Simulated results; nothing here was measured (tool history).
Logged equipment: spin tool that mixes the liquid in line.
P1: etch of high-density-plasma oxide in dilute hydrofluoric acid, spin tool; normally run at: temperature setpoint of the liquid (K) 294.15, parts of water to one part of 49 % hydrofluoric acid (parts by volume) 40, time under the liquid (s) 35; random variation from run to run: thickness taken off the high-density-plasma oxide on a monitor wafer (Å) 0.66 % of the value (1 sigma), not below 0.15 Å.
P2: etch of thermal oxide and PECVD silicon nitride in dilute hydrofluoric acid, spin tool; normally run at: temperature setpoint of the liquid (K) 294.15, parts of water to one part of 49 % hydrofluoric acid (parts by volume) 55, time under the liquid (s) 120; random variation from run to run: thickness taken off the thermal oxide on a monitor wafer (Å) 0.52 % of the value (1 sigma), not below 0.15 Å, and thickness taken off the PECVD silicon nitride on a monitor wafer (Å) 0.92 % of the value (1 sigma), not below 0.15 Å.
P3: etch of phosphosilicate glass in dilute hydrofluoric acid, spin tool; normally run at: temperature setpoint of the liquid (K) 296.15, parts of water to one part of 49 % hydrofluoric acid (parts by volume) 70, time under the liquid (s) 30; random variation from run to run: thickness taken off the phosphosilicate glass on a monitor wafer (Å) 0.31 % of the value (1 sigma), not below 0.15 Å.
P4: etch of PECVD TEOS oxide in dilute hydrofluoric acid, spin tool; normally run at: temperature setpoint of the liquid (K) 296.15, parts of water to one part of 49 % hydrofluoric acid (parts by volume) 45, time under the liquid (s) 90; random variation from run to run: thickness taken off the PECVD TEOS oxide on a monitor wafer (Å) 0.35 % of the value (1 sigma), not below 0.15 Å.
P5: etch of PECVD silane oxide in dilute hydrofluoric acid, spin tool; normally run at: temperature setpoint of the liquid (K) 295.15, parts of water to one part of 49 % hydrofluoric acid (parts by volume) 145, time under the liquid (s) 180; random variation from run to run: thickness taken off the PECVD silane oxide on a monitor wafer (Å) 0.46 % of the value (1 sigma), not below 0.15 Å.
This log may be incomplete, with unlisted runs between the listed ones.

run,hour,process that ran,temperature setpoint of the liquid (K),parts of water to one part of 49 % hydrofluoric acid (parts by volume),time under the liquid (s),hours since the thermometer was replaced,hours since the hydrofluoric acid flow meter was replaced,thickness taken off the high-density-plasma oxide on a monitor wafer (Å),thickness taken off the phosphosilicate glass on a monitor wafer (Å),thickness taken off the PECVD TEOS oxide on a monitor wafer (Å),thickness taken off the thermal oxide on a monitor wafer (Å),thickness taken off the PECVD silicon nitride on a monitor wafer (Å),thickness taken off the PECVD silane oxide on a monitor wafer (Å)
1,7.5,P1,294.15,40,35,1559.8,669.1,42.855,,,,,
2,14.8,P1,294.15,40,35,1567.1,676.4,43.270,,,,,
3,21.6,P3,296.15,70,15,1573.9,683.2,,172.10,,,,
4,28.5,P4,291.65,45,90,1580.8,690.1,,,147.320,,,
5,33.6,P1,294.15,40,35,1585.9,695.2,43.777,,,,,
6,37.9,P2,294.15,80,120,1590.2,699.5,,,,60.140,20.866,
7,46.3,P1,294.15,70,15,1598.6,707.9,10.050,,,,,
8,51.0,P1,294.15,40,35,1603.3,712.6,43.328,,,,,
9,58.1,P3,296.15,105,30,1610.4,719.7,,218.51,,,,
10,62.7,P4,296.15,20,90,1615.0,724.3,,,414.500,,,
11,68.0,P2,294.15,55,120,1620.3,729.6,,,,89.754,29.701,
12,75.3,P5,295.15,145,180,1627.6,736.9,,,,,,168.360
13,80.0,P5,295.15,30,180,1632.3,741.6,,,,,,927.030
14,86.9,P3,296.15,70,30,1639.2,748.5,,342.67,,,,
15,90.8,P1,290.15,40,35,1643.1,752.4,36.788,,,,,
16,97.9,P1,294.15,20,35,1650.2,759.5,88.234,,,,,
17,104.5,P2,294.15,55,205,1656.8,766.1,,,,152.880,51.314,
18,110.8,P3,290.15,70,30,1663.1,772.4,,265.89,,,,
19,118.8,P4,296.15,45,20,1671.1,780.4,,,39.533,,,
20,124.9,P5,295.15,145,180,1677.2,786.5,,,,,,168.630
21,129.2,P4,296.15,45,90,1681.5,790.8,,,178.890,,,
22,134.5,P5,295.15,145,95,1686.8,796.1,,,,,,89.437
23,139.0,P1,294.15,40,70,1691.3,800.6,86.019,,,,,
24,145.6,P1,300.65,40,15,1697.9,807.2,24.589,,,,,
25,149.8,P1,294.15,40,35,1702.1,811.4,43.471,,,,,
26,157.9,P1,294.15,40,15,1710.2,819.5,18.639,,,,,
27,166.0,P3,296.15,70,30,1718.3,827.6,,343.10,,,,
28,170.3,P1,294.15,65,35,1722.6,831.9,26.033,,,,,
29,175.5,P1,299.65,40,35,1727.8,837.1,54.065,,,,,
30,179.4,P2,300.65,55,120,1731.7,841.0,,,,117.210,46.410,
31,186.7,P5,290.15,145,180,1739.0,848.3,,,,,,137.960
32,191.2,P1,294.15,40,35,1743.5,852.8,43.868,,,,,
33,196.1,P2,294.15,55,120,1748.4,857.7,,,,90.194,29.912,
34,201.7,P1,294.15,40,35,1754.0,863.3,42.952,,,,,
35,208.1,P1,294.15,40,35,1760.4,869.7,42.732,,,,,
36,215.7,P1,294.15,40,35,1768.0,877.3,41.402,,,,,
37,223.7,P1,294.15,40,35,1776.0,885.3,41.019,,,,,
38,229.1,P1,294.15,40,35,1781.4,890.7,41.173,,,,,
39,234.9,P1,294.15,40,35,1787.2,896.5,41.193,,,,,
40,242.4,P1,294.15,40,35,1794.7,904.0,40.760,,,,,

What will run 41 give?
41,248.6,P1,294.15,40,35,1800.9,910.2,?,,,,,

{"run 41": {"thickness taken off the high-density-plasma oxide on a monitor wafer (Å)": 40.373}}

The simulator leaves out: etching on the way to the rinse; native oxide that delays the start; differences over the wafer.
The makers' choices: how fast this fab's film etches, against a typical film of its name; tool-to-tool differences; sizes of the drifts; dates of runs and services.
